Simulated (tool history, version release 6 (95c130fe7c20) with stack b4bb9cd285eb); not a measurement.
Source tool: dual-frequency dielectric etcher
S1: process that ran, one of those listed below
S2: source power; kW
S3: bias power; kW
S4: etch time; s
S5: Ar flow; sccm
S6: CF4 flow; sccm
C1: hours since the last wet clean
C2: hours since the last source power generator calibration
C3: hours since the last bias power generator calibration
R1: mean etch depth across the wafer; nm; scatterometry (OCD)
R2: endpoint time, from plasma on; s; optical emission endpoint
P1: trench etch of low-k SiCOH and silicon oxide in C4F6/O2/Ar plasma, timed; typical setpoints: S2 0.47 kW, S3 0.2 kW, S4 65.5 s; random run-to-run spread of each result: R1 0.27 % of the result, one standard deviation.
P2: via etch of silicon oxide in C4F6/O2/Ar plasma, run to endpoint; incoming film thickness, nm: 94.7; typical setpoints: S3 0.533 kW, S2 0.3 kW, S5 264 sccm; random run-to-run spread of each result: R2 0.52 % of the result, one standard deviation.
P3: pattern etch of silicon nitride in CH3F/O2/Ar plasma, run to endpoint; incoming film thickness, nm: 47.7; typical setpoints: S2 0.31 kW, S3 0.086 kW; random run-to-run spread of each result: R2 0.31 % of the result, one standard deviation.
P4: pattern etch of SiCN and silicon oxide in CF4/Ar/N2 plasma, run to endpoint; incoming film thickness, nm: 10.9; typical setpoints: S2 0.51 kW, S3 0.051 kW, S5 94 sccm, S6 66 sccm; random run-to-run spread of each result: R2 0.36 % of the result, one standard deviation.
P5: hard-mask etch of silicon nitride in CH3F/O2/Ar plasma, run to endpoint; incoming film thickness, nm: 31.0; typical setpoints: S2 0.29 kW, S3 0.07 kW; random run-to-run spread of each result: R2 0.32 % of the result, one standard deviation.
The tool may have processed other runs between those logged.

run     day  S1    S2     S3    S4   S5  S6     C1      C2      C3      R1      R2
  1   0.679  P1  0.47    0.2  65.5           396.4   709.3   840.2  236.32
  2   1.208  P1  0.47    0.2    36           409.1     722   852.9  129.25
  3   1.917  P1  0.47    0.2  65.5           426.1     739   869.9  236.17
  4    2.25  P5  0.29  0.094                 434.1     747   877.9          43.756
  5   2.896  P4  0.51  0.051         94  66  449.6   762.5   893.4          12.417
  6   3.508  P4  0.51  0.051         94  40  464.3   777.2   908.1          13.555
  7   4.062  P3  0.43  0.086                 477.6   790.5   921.4          64.482
  8   4.467  P1  0.47  0.121  65.5           487.3   800.2   931.1  203.32
  9   4.917  P2   0.3  0.533        154      498.1     811   941.9          20.724
 10   5.604  P1  0.47  0.249  65.5           514.6   827.5   958.4  252.86
 11   5.946  P3  0.31  0.086                 522.8   835.7   966.6          72.709
 12   6.492  P3  0.31  0.086                 535.9   848.8   979.7           72.84
 13   7.096  P1  0.47    0.2    83           550.4   863.3   994.2   299.4
 14   7.625  P1  0.57    0.2  36.5           563.1     876  1006.9   142.4
 15   8.167  P4  0.51  0.051        113  66  576.1     889  1019.9          12.896
 16   8.879  P1  0.29    0.2    36           593.2   906.1    1037  107.82
 17   9.438  P1  0.61    0.2  65.5           606.6   919.5  1050.4  259.99
 18  10.121  P4  0.51  0.031         94  66    623   935.9  1066.8          14.409
 19  10.517  P1  0.47    0.2  65.5           632.5   945.4  1076.3  236.77
 20  11.142  P2  0.39  0.533        264      647.5   960.4  1091.3           19.98
 21  11.612  P5  0.22   0.07                 658.8   971.7  1102.6          53.863
 22  12.108  P4  0.34  0.051         94  66  670.7   983.6  1114.5          17.845
 23  12.617  P1  0.33    0.2  65.5           682.9   995.8  1126.7  205.58
 24  13.246  P1  0.47    0.2  65.5             698  1010.9  1141.8  236.76
 25  13.612  P2   0.3  0.533        264      706.8  1019.7  1150.6          22.019
 26  14.283  P2   0.3  0.692        264      722.9  1035.8  1166.7          19.921
 27  14.704  P1  0.47    0.2  65.5             733  1045.9  1176.8  235.74
 28  15.254  P4  0.51  0.051         94  66  746.2  1059.1    1190          12.381
 29  15.612  P3  0.31  0.052                 754.8  1067.7  1198.6          86.004
 30  16.183  P5  0.29   0.07                 768.5  1081.4  1212.3          48.833
 31  16.496  P1  0.47    0.2  65.5             776  1088.9  1219.8  235.81
 32  17.033  P1  0.47    0.2  65.5           788.9  1101.8  1232.7  234.22
 33  17.579  P1  0.47    0.2  65.5             802  1114.9  1245.8  235.54
 34  18.029  P1  0.47    0.2  65.5           812.8  1125.7  1256.6  233.79
 35  18.662  P1  0.47    0.2  65.5             828  1140.9  1271.8  233.01
 36  19.188  P1  0.47    0.2  65.5           840.6  1153.5  1284.4  233.85
 37  19.592  P1  0.47    0.2  65.5           850.3  1163.2  1294.1  233.27
     19.646  -- wet clean of the chamber
 38  20.288  P1  0.47    0.2  65.5            15.4  1179.9  1310.8  232.82
 39  20.688  P1  0.47    0.2  65.5              25  1189.5  1320.4  232.52
 40  21.075  P1  0.47    0.2  65.5            34.3  1198.8  1329.7  233.27
 41  21.738  P1  0.47    0.2  65.5            50.2  1214.7  1345.6  231.66
 42   22.25  P1  0.47    0.2  65.5            62.5    1227  1357.9  233.37

Something has made what P1 gives creep away from where it was; the 2 causes below, each at its own stated size, fit the log equally well:
A: bias power that arrives under what is set, % = 4.17
B: source power that arrives under what is set, % = 3.43
The process output started creeping at around day 16.496.
Other possible causes, and why each is ruled out:
chamber walls in a state that lowers the etch rate, %: serviced after onset, at day 19.646, with no recovery of the prior output

Which of the 4 check runs listed below, each an average over 2 wafers with its results shown as question marks, gives clearly different results under the different listed causes?
check 1  22.762  P4  0.51  0.031       94  66                   ?
check 2  22.762  P3  0.43  0.065                                ?
check 3  22.762  P2   0.3  0.533      179                       ?
check 4  22.762  P5  0.23  0.091                                ?

If the cause were each of the candidates in turn, the checks would give the following:
  check  result    if A    if B
check 1      R2  14.492  14.792
check 2      R2  71.809  71.755
check 3      R2  21.421  21.347
check 4      R2   49.06  48.916
Separation of the two closest causes in each check, using whichever result separates them best: check 1 2.05 %; check 2 0.08 %; check 3 0.35 %; check 4 0.29 %
Only check 1 tells the causes apart: in the others they would give nearly the same result.

After running check 1, the following was obtained: R2 14.504 s. Which cause does this point to?

A is the cause: bias power that arrives under what is set, %.

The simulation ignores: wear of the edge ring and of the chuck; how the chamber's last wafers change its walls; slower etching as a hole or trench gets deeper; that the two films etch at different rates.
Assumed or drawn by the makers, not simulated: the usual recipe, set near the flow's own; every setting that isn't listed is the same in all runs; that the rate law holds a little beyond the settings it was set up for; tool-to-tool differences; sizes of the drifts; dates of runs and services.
